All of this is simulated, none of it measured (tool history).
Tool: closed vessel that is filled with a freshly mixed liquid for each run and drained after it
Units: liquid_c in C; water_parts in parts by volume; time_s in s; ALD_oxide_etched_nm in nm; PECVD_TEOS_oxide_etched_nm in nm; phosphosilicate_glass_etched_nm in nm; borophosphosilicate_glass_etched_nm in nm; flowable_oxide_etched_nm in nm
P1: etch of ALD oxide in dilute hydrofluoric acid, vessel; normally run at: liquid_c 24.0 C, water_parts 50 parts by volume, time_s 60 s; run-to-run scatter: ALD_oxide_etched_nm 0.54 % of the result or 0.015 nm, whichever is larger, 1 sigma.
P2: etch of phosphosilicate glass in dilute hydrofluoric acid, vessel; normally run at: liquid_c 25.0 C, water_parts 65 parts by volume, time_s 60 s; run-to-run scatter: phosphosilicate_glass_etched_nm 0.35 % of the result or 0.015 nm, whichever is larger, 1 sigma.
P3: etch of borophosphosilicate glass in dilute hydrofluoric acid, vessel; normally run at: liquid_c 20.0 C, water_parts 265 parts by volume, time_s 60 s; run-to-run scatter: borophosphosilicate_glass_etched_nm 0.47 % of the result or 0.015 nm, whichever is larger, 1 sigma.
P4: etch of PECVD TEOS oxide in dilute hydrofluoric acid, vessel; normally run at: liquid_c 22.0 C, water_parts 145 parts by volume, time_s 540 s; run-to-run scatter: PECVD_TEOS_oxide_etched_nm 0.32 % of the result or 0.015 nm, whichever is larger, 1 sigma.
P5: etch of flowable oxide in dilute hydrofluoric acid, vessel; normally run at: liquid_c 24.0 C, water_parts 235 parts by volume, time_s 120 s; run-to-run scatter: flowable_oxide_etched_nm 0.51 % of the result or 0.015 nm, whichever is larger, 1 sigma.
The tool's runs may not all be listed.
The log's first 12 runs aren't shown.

| run | hour | process | liquid_c | water_parts | time_s | hours since the thermometer was replaced | hours since the hydrofluoric acid flow meter was replaced | ALD_oxide_etched_nm | PECVD_TEOS_oxide_etched_nm | phosphosilicate_glass_etched_nm | borophosphosilicate_glass_etched_nm | flowable_oxide_etched_nm |
|---|---|---|---|---|---|---|---|---|---|---|---|---|
| 13 | 156.1 | P3 | 20.0 | 265 | 60 | 596.6 | 322.9 |  |  |  | 11.560 |  |
| 14 | 166.9 | P4 | 22.0 | 145 | 295 | 607.4 | 333.7 |  | 28.735 |  |  |  |
| 15 | 181.9 | P1 | 24.0 | 50 | 60 | 622.4 | 348.7 | 14.619 |  |  |  |  |
| 16 | 199.4 | P1 | 28.5 | 70 | 60 | 639.9 | 366.2 | 12.257 |  |  |  |  |
| 17 | 211.6 | P2 | 25.0 | 65 | 60 | 652.1 | 378.4 |  |  | 128.750 |  |  |
| 18 | 220.2 | P5 | 24.0 | 235 | 30 | 660.7 | 387.0 |  |  |  |  | 4.8211 |
| 19 | 230.5 | P1 | 19.5 | 20 | 60 | 671.0 | 397.3 | 31.591 |  |  |  |  |
| 20 | 238.4 | P2 | 25.0 | 65 | 30 | 678.9 | 405.2 |  |  | 64.937 |  |  |
| 21 | 247.5 | P5 | 24.0 | 415 | 120 | 688.0 | 414.3 |  |  |  |  | 9.3103 |

Forecast run 22:
| 22 | 261.0 | P2 | 25.0 | 20 | 60 | 701.5 | 427.8 |  |  | ? |  |  |

{"run 22": {"phosphosilicate_glass_etched_nm": 451.35}}
